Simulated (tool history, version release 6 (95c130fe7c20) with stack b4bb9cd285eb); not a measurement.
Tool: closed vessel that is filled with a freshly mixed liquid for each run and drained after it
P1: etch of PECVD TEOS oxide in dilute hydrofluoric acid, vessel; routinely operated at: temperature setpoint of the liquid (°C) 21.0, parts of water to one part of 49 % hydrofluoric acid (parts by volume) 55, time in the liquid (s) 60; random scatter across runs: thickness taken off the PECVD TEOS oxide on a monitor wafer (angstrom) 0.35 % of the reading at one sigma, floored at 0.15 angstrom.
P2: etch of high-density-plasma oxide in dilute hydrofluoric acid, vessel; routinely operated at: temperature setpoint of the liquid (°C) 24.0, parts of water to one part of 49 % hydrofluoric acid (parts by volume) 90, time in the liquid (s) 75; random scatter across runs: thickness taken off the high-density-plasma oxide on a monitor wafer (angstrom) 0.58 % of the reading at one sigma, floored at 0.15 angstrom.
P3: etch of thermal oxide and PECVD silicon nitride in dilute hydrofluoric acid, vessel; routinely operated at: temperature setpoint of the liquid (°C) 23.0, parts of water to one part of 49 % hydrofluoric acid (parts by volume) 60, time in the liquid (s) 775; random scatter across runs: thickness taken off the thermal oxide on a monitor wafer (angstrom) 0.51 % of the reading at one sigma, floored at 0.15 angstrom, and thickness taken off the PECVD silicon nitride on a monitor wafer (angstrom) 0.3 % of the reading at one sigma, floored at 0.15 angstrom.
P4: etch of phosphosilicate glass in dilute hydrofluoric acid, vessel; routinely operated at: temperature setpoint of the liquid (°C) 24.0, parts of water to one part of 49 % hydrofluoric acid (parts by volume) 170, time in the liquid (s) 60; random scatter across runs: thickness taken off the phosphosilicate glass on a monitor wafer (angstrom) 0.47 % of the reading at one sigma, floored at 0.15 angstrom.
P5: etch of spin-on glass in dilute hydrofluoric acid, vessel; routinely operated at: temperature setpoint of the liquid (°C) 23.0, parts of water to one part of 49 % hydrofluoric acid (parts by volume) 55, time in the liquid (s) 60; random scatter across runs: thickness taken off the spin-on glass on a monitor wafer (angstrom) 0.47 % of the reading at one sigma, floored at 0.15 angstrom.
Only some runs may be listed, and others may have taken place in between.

| run | hour | process that ran | temperature setpoint of the liquid (°C) | parts of water to one part of 49 % hydrofluoric acid (parts by volume) | time in the liquid (s) | hours since the thermometer was replaced | hours since the hydrofluoric acid flow meter was replaced | thickness taken off the PECVD TEOS oxide on a monitor wafer (angstrom) | thickness taken off the phosphosilicate glass on a monitor wafer (angstrom) | thickness taken off the spin-on glass on a monitor wafer (angstrom) | thickness taken off the thermal oxide on a monitor wafer (angstrom) | thickness taken off the PECVD silicon nitride on a monitor wafer (angstrom) | thickness taken off the high-density-plasma oxide on a monitor wafer (angstrom) |
|---|---|---|---|---|---|---|---|---|---|---|---|---|---|
| 1 | 6.1 | P1 | 21.0 | 55 | 60 | 288.3 | 522.2 | 264.37 |  |  |  |  |  |
| 2 | 11.4 | P1 | 21.0 | 55 | 30 | 293.6 | 527.5 | 133.51 |  |  |  |  |  |
| 3 | 17.3 | P1 | 26.5 | 55 | 60 | 299.5 | 533.4 | 330.68 |  |  |  |  |  |
| 4 | 22.8 | P1 | 21.0 | 55 | 60 | 305.0 | 538.9 | 265.44 |  |  |  |  |  |
| 5 | 29.8 | P4 | 20.0 | 170 | 60 | 312.0 | 545.9 |  | 344.16 |  |  |  |  |
| 6 | 35.1 | P1 | 21.0 | 55 | 60 | 317.3 | 551.2 | 263.49 |  |  |  |  |  |
| 7 | 41.8 | P1 | 21.0 | 55 | 60 | 324.0 | 557.9 | 263.75 |  |  |  |  |  |
| 8 | 48.6 | P5 | 23.0 | 35 | 60 | 330.8 | 564.7 |  |  | 672.85 |  |  |  |
| 9 | 54.8 | P3 | 23.0 | 30 | 775 | 337.0 | 570.9 |  |  |  | 1228.40 | 686.800 |  |
| 10 | 60.2 | P2 | 24.0 | 90 | 75 | 342.4 | 576.3 |  |  |  |  |  | 43.100 |
| 11 | 67.2 | P5 | 23.0 | 55 | 60 | 349.4 | 583.3 |  |  | 417.19 |  |  |  |
| 12 | 72.2 | P4 | 24.0 | 170 | 60 | 354.4 | 588.3 |  | 398.44 |  |  |  |  |
| 13 | 76.4 | P2 | 24.0 | 55 | 75 | 358.6 | 592.5 |  |  |  |  |  | 73.086 |
| 14 | 83.2 | P4 | 24.0 | 170 | 30 | 365.4 | 599.3 |  | 200.48 |  |  |  |  |
| 15 | 90.5 | P4 | 24.0 | 25 | 60 | 372.7 | 606.6 |  | 3231.20 |  |  |  |  |
| 16 | 97.5 | P3 | 23.0 | 60 | 50 | 379.7 | 613.6 |  |  |  | 38.38 | 22.459 |  |
| 17 | 102.6 | P3 | 17.0 | 60 | 775 | 384.8 | 618.7 |  |  |  | 453.78 | 232.580 |  |
| 18 | 106.2 | P3 | 23.0 | 60 | 775 | 388.4 | 622.3 |  |  |  | 589.45 | 351.590 |  |
| 19 | 112.1 | P1 | 21.0 | 55 | 60 | 394.3 | 628.2 | 262.42 |  |  |  |  |  |
| 20 | 116.6 | P1 | 21.0 | 55 | 60 | 398.8 | 632.7 | 263.45 |  |  |  |  |  |
| 21 | 122.1 | P1 | 21.0 | 20 | 60 | 404.3 | 638.2 | 758.09 |  |  |  |  |  |
| 22 | 127.2 | P1 | 21.0 | 80 | 100 | 409.4 | 643.3 | 293.38 |  |  |  |  |  |
| 23 | 133.7 | P4 | 24.0 | 170 | 60 | 415.9 | 649.8 |  | 399.15 |  |  |  |  |
| 24 | 140.2 | P1 | 17.0 | 55 | 60 | 422.4 | 656.3 | 222.19 |  |  |  |  |  |
| 25 | 146.1 | P1 | 25.0 | 55 | 105 | 428.3 | 662.2 | 543.75 |  |  |  |  |  |
| 26 | 153.2 | P2 | 24.0 | 90 | 75 | 435.4 | 669.3 |  |  |  |  |  | 42.488 |
| 27 | 157.0 | P1 | 21.0 | 105 | 60 | 439.2 | 673.1 | 131.23 |  |  |  |  |  |
| 28 | 161.6 | P5 | 31.5 | 55 | 60 | 443.8 | 677.7 |  |  | 581.98 |  |  |  |
| 29 | 166.6 | P1 | 21.0 | 55 | 85 | 448.8 | 682.7 | 373.59 |  |  |  |  |  |
| 30 | 171.6 | P5 | 23.0 | 55 | 95 | 453.8 | 687.7 |  |  | 659.90 |  |  |  |
| 31 | 175.7 | P2 | 24.0 | 90 | 140 | 457.9 | 691.8 |  |  |  |  |  | 79.492 |
| 32 | 179.5 | P2 | 17.0 | 90 | 75 | 461.7 | 695.6 |  |  |  |  |  | 31.946 |
| 33 | 183.8 | P1 | 17.0 | 95 | 60 | 466.0 | 699.9 | 123.02 |  |  |  |  |  |
| 34 | 189.5 | P5 | 23.0 | 55 | 60 | 471.7 | 705.6 |  |  | 420.44 |  |  |  |
| 35 | 193.3 | P1 | 21.0 | 55 | 60 | 475.5 | 709.4 | 264.98 |  |  |  |  |  |
| 36 | 198.3 | P1 | 21.0 | 55 | 60 | 480.5 | 714.4 | 263.33 |  |  |  |  |  |
| 37 | 203.5 | P1 | 21.0 | 55 | 60 | 485.7 | 719.6 | 258.04 |  |  |  |  |  |
| 38 | 206.7 | P1 | 21.0 | 55 | 60 | 488.9 | 722.8 | 254.26 |  |  |  |  |  |
| 39 | 210.6 | P1 | 21.0 | 55 | 60 | 492.8 | 726.7 | 251.66 |  |  |  |  |  |
| 40 | 214.7 | P1 | 21.0 | 55 | 60 | 496.9 | 730.8 | 248.69 |  |  |  |  |  |
| 41 | 221.4 | P1 | 21.0 | 55 | 60 | 503.6 | 737.5 | 249.58 |  |  |  |  |  |
| 42 | 224.6 | P1 | 21.0 | 55 | 60 | 506.8 | 740.7 | 249.19 |  |  |  |  |  |
| 43 | 230.5 | P1 | 21.0 | 55 | 60 | 512.7 | 746.6 | 245.30 |  |  |  |  |  |
| 44 | 237.2 | P1 | 21.0 | 55 | 60 | 519.4 | 753.3 | 245.68 |  |  |  |  |  |
| 45 | 241.8 | P1 | 21.0 | 55 | 60 | 524.0 | 757.9 | 243.98 |  |  |  |  |  |

P1 no longer gives what it gave before; its output has crept away from where it was. The following 2 causes, each at its listed size, fit the log equally well:
A: liquid colder than its thermometer reads (K) = 1.76
B: hydrofluoric acid flow below the setpoint (%) = 6.69
The drift started at roughly hour 198.3.

Which of the 4 check runs listed below separates the causes, so that each cause would produce a clearly different result? Each run uses one wafer, and its results are marked with question marks.
| check 1 | 246.4 | P5 | 31.0 | 55 | 90 |  |  |  |  | ? |  |  |  |
| check 2 | 246.4 | P3 | 17.0 | 60 | 775 |  |  |  |  |  | ? | ? |  |
| check 3 | 246.4 | P2 | 19.5 | 90 | 135 |  |  |  |  |  |  |  | ? |
| check 4 | 246.4 | P4 | 24.0 | 110 | 60 |  |  |  | ? |  |  |  |  |

What each check would give under each cause:
| check | result | if A | if B |
|---|---|---|---|
| check 1 | thickness taken off the spin-on glass on a monitor wafer (angstrom) | 803.67 | 798.34 |
| check 2 | thickness taken off the thermal oxide on a monitor wafer (angstrom) | 424.94 | 426.07 |
| check 2 | thickness taken off the PECVD silicon nitride on a monitor wafer (angstrom) | 204.500 | 216.780 |
| check 3 | thickness taken off the high-density-plasma oxide on a monitor wafer (angstrom) | 59.790 | 59.625 |
| check 4 | thickness taken off the phosphosilicate glass on a monitor wafer (angstrom) | 617.18 | 611.67 |
Smallest distance between any two causes, each pair judged by its most separating result, in per cent: check 1 0.67 %; check 2 5.83 %; check 3 0.28 %; check 4 0.9 %
Check 2 distinguishes between the causes, while the remaining checks would return nearly the same result for all of them.

With check 2 done, the readings were: thickness taken off the thermal oxide on a monitor wafer (angstrom) 423.43; thickness taken off the PECVD silicon nitride on a monitor wafer (angstrom) 204.500. Identify which of the listed causes applies.

The cause is A: liquid colder than its thermometer reads (K).
